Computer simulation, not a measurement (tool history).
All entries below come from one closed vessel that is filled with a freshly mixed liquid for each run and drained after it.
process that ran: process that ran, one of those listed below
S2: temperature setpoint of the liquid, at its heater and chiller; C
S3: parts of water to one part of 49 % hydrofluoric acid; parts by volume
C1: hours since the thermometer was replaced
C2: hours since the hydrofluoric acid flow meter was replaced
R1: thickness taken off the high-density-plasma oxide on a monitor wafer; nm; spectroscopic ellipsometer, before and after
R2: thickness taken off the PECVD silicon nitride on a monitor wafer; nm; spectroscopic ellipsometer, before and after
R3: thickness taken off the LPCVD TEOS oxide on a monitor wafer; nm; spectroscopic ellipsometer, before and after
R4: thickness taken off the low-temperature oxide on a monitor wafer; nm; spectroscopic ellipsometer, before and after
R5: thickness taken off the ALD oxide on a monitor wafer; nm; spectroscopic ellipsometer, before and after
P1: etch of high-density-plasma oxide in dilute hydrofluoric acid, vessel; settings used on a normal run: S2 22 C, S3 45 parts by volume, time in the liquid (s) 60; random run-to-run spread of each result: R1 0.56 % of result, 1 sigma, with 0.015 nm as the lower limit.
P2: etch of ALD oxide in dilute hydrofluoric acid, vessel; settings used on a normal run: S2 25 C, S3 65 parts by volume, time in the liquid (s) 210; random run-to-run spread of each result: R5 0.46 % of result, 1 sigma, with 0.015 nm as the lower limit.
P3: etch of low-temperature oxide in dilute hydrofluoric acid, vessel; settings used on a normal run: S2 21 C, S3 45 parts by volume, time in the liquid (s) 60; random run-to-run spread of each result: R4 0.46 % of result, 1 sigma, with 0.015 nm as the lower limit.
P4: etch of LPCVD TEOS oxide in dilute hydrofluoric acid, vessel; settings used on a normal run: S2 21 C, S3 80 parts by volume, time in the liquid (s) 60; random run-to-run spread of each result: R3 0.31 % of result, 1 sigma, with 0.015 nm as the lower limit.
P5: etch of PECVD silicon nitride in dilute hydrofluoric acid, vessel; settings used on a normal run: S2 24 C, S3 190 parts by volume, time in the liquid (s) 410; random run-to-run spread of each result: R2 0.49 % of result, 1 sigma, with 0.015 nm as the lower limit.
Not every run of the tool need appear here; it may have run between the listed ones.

{"run": 1, "hour": 10.2, "process that ran": "P1", "S2": 22, "S3": 45, "time in the liquid (s)": 60, "C1": 355.7, "C2": 375.5, "R1": 7.3595}
{"run": 2, "hour": 18.8, "process that ran": "P5", "S2": 24, "S3": 345, "time in the liquid (s)": 410, "C1": 364.3, "C2": 384.1, "R2": 3.6979}
{"run": 3, "hour": 25.8, "process that ran": "P5", "S2": 32, "S3": 190, "time in the liquid (s)": 410, "C1": 371.3, "C2": 391.1, "R2": 10.891}
{"run": 4, "hour": 34.3, "process that ran": "P4", "S2": 21, "S3": 130, "time in the liquid (s)": 60, "C1": 379.8, "C2": 399.6, "R3": 6.4547}
{"hour": 38.4, "done": "hydrofluoric acid flow meter replaced"}
{"run": 5, "hour": 44.5, "process that ran": "P1", "S2": 22, "S3": 45, "time in the liquid (s)": 60, "C1": 390, "C2": 6.2, "R1": 7.3338}
{"run": 6, "hour": 56.6, "process that ran": "P5", "S2": 24, "S3": 190, "time in the liquid (s)": 410, "C1": 402.1, "C2": 18.3, "R2": 6.6581}
{"run": 7, "hour": 66.6, "process that ran": "P3", "S2": 21, "S3": 45, "time in the liquid (s)": 30, "C1": 412.1, "C2": 28.3, "R4": 13.31}
{"run": 8, "hour": 78.8, "process that ran": "P2", "S2": 25, "S3": 105, "time in the liquid (s)": 210, "C1": 424.3, "C2": 40.5, "R5": 29.056}
{"run": 9, "hour": 90.4, "process that ran": "P1", "S2": 22, "S3": 45, "time in the liquid (s)": 60, "C1": 435.9, "C2": 52.1, "R1": 7.418}
{"run": 10, "hour": 101.2, "process that ran": "P2", "S2": 25, "S3": 65, "time in the liquid (s)": 90, "C1": 446.7, "C2": 62.9, "R5": 21.437}
{"run": 11, "hour": 107.8, "process that ran": "P1", "S2": 22, "S3": 45, "time in the liquid (s)": 60, "C1": 453.3, "C2": 69.5, "R1": 7.3678}
{"run": 12, "hour": 116.4, "process that ran": "P4", "S2": 21, "S3": 80, "time in the liquid (s)": 60, "C1": 461.9, "C2": 78.1, "R3": 11.198}
{"run": 13, "hour": 125.4, "process that ran": "P1", "S2": 22, "S3": 25, "time in the liquid (s)": 60, "C1": 470.9, "C2": 87.1, "R1": 13.476}
{"run": 14, "hour": 134.4, "process that ran": "P4", "S2": 21, "S3": 80, "time in the liquid (s)": 100, "C1": 479.9, "C2": 96.1, "R3": 18.688}
{"run": 15, "hour": 145.5, "process that ran": "P5", "S2": 24, "S3": 190, "time in the liquid (s)": 685, "C1": 491, "C2": 107.2, "R2": 11.254}
{"run": 16, "hour": 158.3, "process that ran": "P3", "S2": 26, "S3": 45, "time in the liquid (s)": 60, "C1": 503.8, "C2": 120, "R4": 32.712}
{"run": 17, "hour": 165.2, "process that ran": "P1", "S2": 18, "S3": 45, "time in the liquid (s)": 60, "C1": 510.7, "C2": 126.9, "R1": 6.2057}
{"run": 18, "hour": 175.3, "process that ran": "P1", "S2": 22, "S3": 45, "time in the liquid (s)": 30, "C1": 520.8, "C2": 137, "R1": 3.7159}
{"run": 19, "hour": 181.4, "process that ran": "P5", "S2": 24, "S3": 190, "time in the liquid (s)": 410, "C1": 526.9, "C2": 143.1, "R2": 6.6601}
{"run": 20, "hour": 188.5, "process that ran": "P1", "S2": 22, "S3": 45, "time in the liquid (s)": 60, "C1": 534, "C2": 150.2, "R1": 7.4436}
{"run": 21, "hour": 200.9, "process that ran": "P1", "S2": 22, "S3": 70, "time in the liquid (s)": 60, "C1": 546.4, "C2": 162.6, "R1": 4.58}
{"run": 22, "hour": 210.4, "process that ran": "P1", "S2": 17.5, "S3": 45, "time in the liquid (s)": 90, "C1": 555.9, "C2": 172.1, "R1": 9.0952}
{"run": 23, "hour": 221.7, "process that ran": "P2", "S2": 25, "S3": 65, "time in the liquid (s)": 210, "C1": 567.2, "C2": 183.4, "R5": 50.182}
{"run": 24, "hour": 229.9, "process that ran": "P3", "S2": 21, "S3": 20, "time in the liquid (s)": 60, "C1": 575.4, "C2": 191.6, "R4": 61.099}
{"run": 25, "hour": 240.0, "process that ran": "P1", "S2": 22, "S3": 45, "time in the liquid (s)": 60, "C1": 585.5, "C2": 201.7, "R1": 7.3069}
{"run": 26, "hour": 251.4, "process that ran": "P4", "S2": 21, "S3": 80, "time in the liquid (s)": 60, "C1": 596.9, "C2": 213.1, "R3": 11.256}
{"run": 27, "hour": 263.6, "process that ran": "P1", "S2": 22, "S3": 25, "time in the liquid (s)": 30, "C1": 609.1, "C2": 225.3, "R1": 6.7537}
{"run": 28, "hour": 270.9, "process that ran": "P1", "S2": 22, "S3": 45, "time in the liquid (s)": 90, "C1": 616.4, "C2": 232.6, "R1": 10.913}
{"run": 29, "hour": 283.4, "process that ran": "P4", "S2": 25, "S3": 80, "time in the liquid (s)": 60, "C1": 628.9, "C2": 245.1, "R3": 13.149}
{"run": 30, "hour": 295.7, "process that ran": "P1", "S2": 27, "S3": 45, "time in the liquid (s)": 60, "C1": 641.2, "C2": 257.4, "R1": 8.987}
{"run": 31, "hour": 303.2, "process that ran": "P3", "S2": 21, "S3": 45, "time in the liquid (s)": 60, "C1": 648.7, "C2": 264.9, "R4": 26.448}
{"run": 32, "hour": 313.4, "process that ran": "P2", "S2": 31, "S3": 65, "time in the liquid (s)": 210, "C1": 658.9, "C2": 275.1, "R5": 63.124}
{"run": 33, "hour": 325.1, "process that ran": "P1", "S2": 22, "S3": 45, "time in the liquid (s)": 60, "C1": 670.6, "C2": 286.8, "R1": 7.3154}
{"run": 34, "hour": 337.4, "process that ran": "P1", "S2": 22, "S3": 45, "time in the liquid (s)": 60, "C1": 682.9, "C2": 299.1, "R1": 7.7471}
{"run": 35, "hour": 345.8, "process that ran": "P1", "S2": 22, "S3": 45, "time in the liquid (s)": 60, "C1": 691.3, "C2": 307.5, "R1": 7.7349}
{"run": 36, "hour": 356.5, "process that ran": "P1", "S2": 22, "S3": 45, "time in the liquid (s)": 60, "C1": 702, "C2": 318.2, "R1": 7.8619}
{"run": 37, "hour": 366.0, "process that ran": "P1", "S2": 22, "S3": 45, "time in the liquid (s)": 60, "C1": 711.5, "C2": 327.7, "R1": 7.8634}
{"run": 38, "hour": 375.9, "process that ran": "P1", "S2": 22, "S3": 45, "time in the liquid (s)": 60, "C1": 721.4, "C2": 337.6, "R1": 7.9717}
{"run": 39, "hour": 388.8, "process that ran": "P1", "S2": 22, "S3": 45, "time in the liquid (s)": 60, "C1": 734.3, "C2": 350.5, "R1": 8.0311}
{"run": 40, "hour": 395.7, "process that ran": "P1", "S2": 22, "S3": 45, "time in the liquid (s)": 60, "C1": 741.2, "C2": 357.4, "R1": 8.018}
{"run": 41, "hour": 406.8, "process that ran": "P1", "S2": 22, "S3": 45, "time in the liquid (s)": 60, "C1": 752.3, "C2": 368.5, "R1": 8.0153}

Compared with where it was, what P1 gives has crept away. Each cause listed below fits the log as well as the rest, at the size given for it:
A: hydrofluoric acid flow above the setpoint (%) = 8.71
B: liquid hotter than its thermometer reads (K) = 2.12
The drift started at roughly hour 325.1.

The check runs listed below each take one wafer, and their results are still question marks. Under which run would the listed causes lead to clearly different results?
{"run": "check 1", "hour": 417.9, "process that ran": "P5", "S2": 24, "S3": 190, "time in the liquid (s)": 410, "R2": "?"}
{"run": "check 2", "hour": 417.9, "process that ran": "P2", "S2": 25, "S3": 65, "time in the liquid (s)": 210, "R5": "?"}
{"run": "check 3", "hour": 417.9, "process that ran": "P3", "S2": 21, "S3": 45, "time in the liquid (s)": 60, "R4": "?"}
{"run": "check 4", "hour": 417.9, "process that ran": "P4", "S2": 21, "S3": 80, "time in the liquid (s)": 60, "R3": "?"}

Outcome of each check run for each possible cause:
check=check_1 result=R2 if_A=7.2933 if_B=7.6721
check=check_2 result=R5 if_A=54.71 if_B=54.397
check=check_3 result=R4 if_A=28.997 if_B=29.021
check=check_4 result=R3 if_A=12.291 if_B=12.236
Minimum pairwise separation of causes per check, each pair taken at its best-separating result: check 1 5.06 %; check 2 0.57 %; check 3 0.08 %; check 4 0.44 %
The causes can be told apart only by check 1. The other checks would give nearly the same results under each of them.

Then check 1 was run and gave: R2 7.2562 nm. Which cause is it?

It is A: hydrofluoric acid flow above the setpoint (%).
